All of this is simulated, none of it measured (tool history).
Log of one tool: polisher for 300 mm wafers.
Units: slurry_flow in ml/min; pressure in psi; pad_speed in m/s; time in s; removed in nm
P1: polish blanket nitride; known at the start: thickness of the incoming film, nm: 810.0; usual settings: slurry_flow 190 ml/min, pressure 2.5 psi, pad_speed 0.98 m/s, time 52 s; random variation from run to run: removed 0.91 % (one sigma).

| run | hour | slurry_flow | pressure | pad_speed | time | wafers polished on this pad | hours since the slurry nozzle was cleaned | hours since the head pressure was calibrated | removed |
|---|---|---|---|---|---|---|---|---|---|
| 1 | 9.8 | 190 | 2.5 | 0.98 | 52 | 614 | 502.4 | 254.2 | 59.187 |
| 2 | 15.5 | 190 | 3.9 | 0.98 | 52 | 686 | 508.1 | 259.9 | 93.301 |
| 3 | 21.4 | 190 | 2.5 | 0.98 | 52 | 760 | 514.0 | 265.8 | 59.420 |
| 4 | 30.2 | 190 | 2.5 | 0.98 | 52 | 870 | 522.8 | 274.6 | 60.336 |
| 5 | 35.4 | 190 | 1.8 | 1.46 | 52 | 935 | 528.0 | 279.8 | 58.815 |
| 6 | 46.2 | 115 | 2.5 | 0.98 | 52 | 1070 | 538.8 | 290.6 | 54.016 |
| 7 | 56.8 | 190 | 2.5 | 0.58 | 52 | 1203 | 549.4 | 301.2 | 39.535 |
| 8 | 62.5 | 270 | 2.5 | 0.98 | 52 | 1274 | 555.1 | 306.9 | 61.819 |
| 9 | 73.7 | 190 | 3.4 | 0.98 | 80 | 1415 | 566.3 | 318.1 | 124.380 |
| 10 | 80.1 | 190 | 2.5 | 0.98 | 25 | 1495 | 572.7 | 324.5 | 28.480 |
| 11 | 85.5 | 190 | 1.1 | 0.98 | 52 | 1562 | 578.1 | 329.9 | 26.244 |
| 12 | 93.5 | 190 | 2.5 | 0.98 | 75 | 1662 | 586.1 | 337.9 | 85.405 |
| 13 | 104.0 | 190 | 2.5 | 0.98 | 52 | 1794 | 596.6 | 348.4 | 58.777 |
| 14 | 112.4 | 190 | 2.5 | 0.98 | 52 | 1899 | 605.0 | 356.8 | 58.953 |
| 15 | 119.7 | 190 | 2.5 | 1.48 | 52 | 1990 | 612.3 | 364.1 | 82.022 |
| 16 | 126.2 | 190 | 2.5 | 0.98 | 52 | 2072 | 618.8 | 370.6 | 59.601 |
| 17 | 132.0 | 190 | 2.5 | 0.98 | 52 | 2144 | 624.6 | 376.4 | 58.274 |
| 18 | 138.0 | 190 | 2.5 | 0.98 | 52 | 2220 | 630.6 | 382.4 | 57.116 |
| 19 | 145.6 | 190 | 2.5 | 0.98 | 52 | 2315 | 638.2 | 390.0 | 56.437 |
| 20 | 154.9 | 190 | 2.5 | 0.98 | 52 | 2431 | 647.5 | 399.3 | 56.189 |
|  | 161.6 | head pressure recalibrated |
| 21 | 165.4 | 190 | 2.5 | 0.98 | 52 | 2563 | 658.0 | 3.9 | 55.761 |
| 22 | 171.1 | 190 | 2.5 | 0.98 | 52 | 2634 | 663.7 | 9.6 | 54.775 |
| 23 | 177.7 | 190 | 2.5 | 0.98 | 52 | 2717 | 670.3 | 16.2 | 54.781 |
| 24 | 185.3 | 190 | 2.5 | 0.98 | 52 | 2812 | 677.9 | 23.8 | 55.608 |
| 25 | 192.2 | 190 | 2.5 | 0.98 | 52 | 2898 | 684.8 | 30.7 | 55.364 |
| 26 | 201.7 | 190 | 2.5 | 0.98 | 52 | 3017 | 694.3 | 40.2 | 55.792 |

What P1 gives has crept away from where it was. These 2 causes fit the log equally well, each at the size given:
A: removal rate lost through wear of the pad, % = 6.94
B: slurry flow missing at the pad, % = 34.6
The creep began at about hour 126.2.
Why every other cause is out:
head's pressure below its setpoint, %: serviced at hour 161.6, which brought nothing back

4 check runs are offered, each on 5 wafers whose results are averaged, their results left as question marks. Which one tells the causes apart?
| check 1 | 211.2 | 190 | 2.5 | 1.46 | 52 |  |  |  | ? |
| check 2 | 211.2 | 120 | 1.4 | 0.98 | 52 |  |  |  | ? |
| check 3 | 211.2 | 190 | 2.5 | 1.48 | 52 |  |  |  | ? |
| check 4 | 211.2 | 190 | 3.5 | 0.98 | 52 |  |  |  | ? |

What each check would give under each cause:
| check | result | if A | if B |
|---|---|---|---|
| check 1 | removed | 75.888 | 75.895 |
| check 2 | removed | 28.544 | 27.514 |
| check 3 | removed | 76.719 | 76.725 |
| check 4 | removed | 77.233 | 77.239 |
How far apart the two closest causes lie, in the result that separates them most: check 1 0.01 %; check 2 3.67 %; check 3 0.01 %; check 4 0.01 %
Only check 2 tells the causes apart: in the others they would give nearly the same result.

Check 2 was then run and gave: removed 28.645 nm. Which cause is it?

It is A: removal rate lost through wear of the pad, %.
